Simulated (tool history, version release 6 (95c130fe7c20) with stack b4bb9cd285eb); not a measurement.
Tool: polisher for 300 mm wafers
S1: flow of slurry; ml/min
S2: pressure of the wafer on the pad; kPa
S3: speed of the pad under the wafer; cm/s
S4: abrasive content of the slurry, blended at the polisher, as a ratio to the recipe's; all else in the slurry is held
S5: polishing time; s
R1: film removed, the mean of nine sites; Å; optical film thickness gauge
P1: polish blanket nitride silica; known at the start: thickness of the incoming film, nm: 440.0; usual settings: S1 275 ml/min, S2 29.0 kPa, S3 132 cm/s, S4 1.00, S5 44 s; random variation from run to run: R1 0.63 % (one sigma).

run 1 hour=11.8 | S1=275 S2=29.0 S3=132 S4=1.00 S5=44 | R1=436.68
run 2 hour=21.5 | S1=275 S2=29.0 S3=180 S4=1.00 S5=44 | R1=550.44
run 3 hour=29.5 | S1=275 S2=29.0 S3=132 S4=1.25 S5=44 | R1=473.80
run 4 hour=38.6 | S1=275 S2=29.0 S3=132 S4=1.00 S5=57 | R1=567.12
-- hour=41.0 slurry blender recalibrated
run 5 hour=48.7 | S1=165 S2=29.0 S3=132 S4=1.00 S5=44 | R1=406.22
run 6 hour=62.3 | S1=275 S2=29.0 S3=132 S4=0.55 S5=44 | R1=319.78
run 7 hour=74.9 | S1=180 S2=29.0 S3=132 S4=1.45 S5=44 | R1=479.19
run 8 hour=86.8 | S1=275 S2=29.0 S3=132 S4=1.00 S5=44 | R1=438.71
run 9 hour=100.9 | S1=275 S2=29.0 S3=132 S4=1.00 S5=44 | R1=434.21
run 10 hour=110.5 | S1=415 S2=29.0 S3=132 S4=1.00 S5=44 | R1=449.76
run 11 hour=123.7 | S1=275 S2=15.9 S3=132 S4=1.00 S5=44 | R1=238.92
run 12 hour=130.7 | S1=275 S2=29.0 S3=98 S4=1.00 S5=44 | R1=339.15
run 13 hour=140.5 | S1=275 S2=45.5 S3=132 S4=1.00 S5=44 | R1=675.89
run 14 hour=152.7 | S1=275 S2=29.0 S3=132 S4=1.00 S5=30 | R1=295.47
run 15 hour=159.1 | S1=275 S2=29.0 S3=132 S4=1.00 S5=44 | R1=433.62
run 16 hour=172.8 | S1=275 S2=29.0 S3=132 S4=1.00 S5=44 | R1=431.42

The next listed run, before its measurement:
run 17 hour=180.3 | S1=275 S2=29.0 S3=132 S4=1.00 S5=44 | R1=?

R1: 432.59 Å

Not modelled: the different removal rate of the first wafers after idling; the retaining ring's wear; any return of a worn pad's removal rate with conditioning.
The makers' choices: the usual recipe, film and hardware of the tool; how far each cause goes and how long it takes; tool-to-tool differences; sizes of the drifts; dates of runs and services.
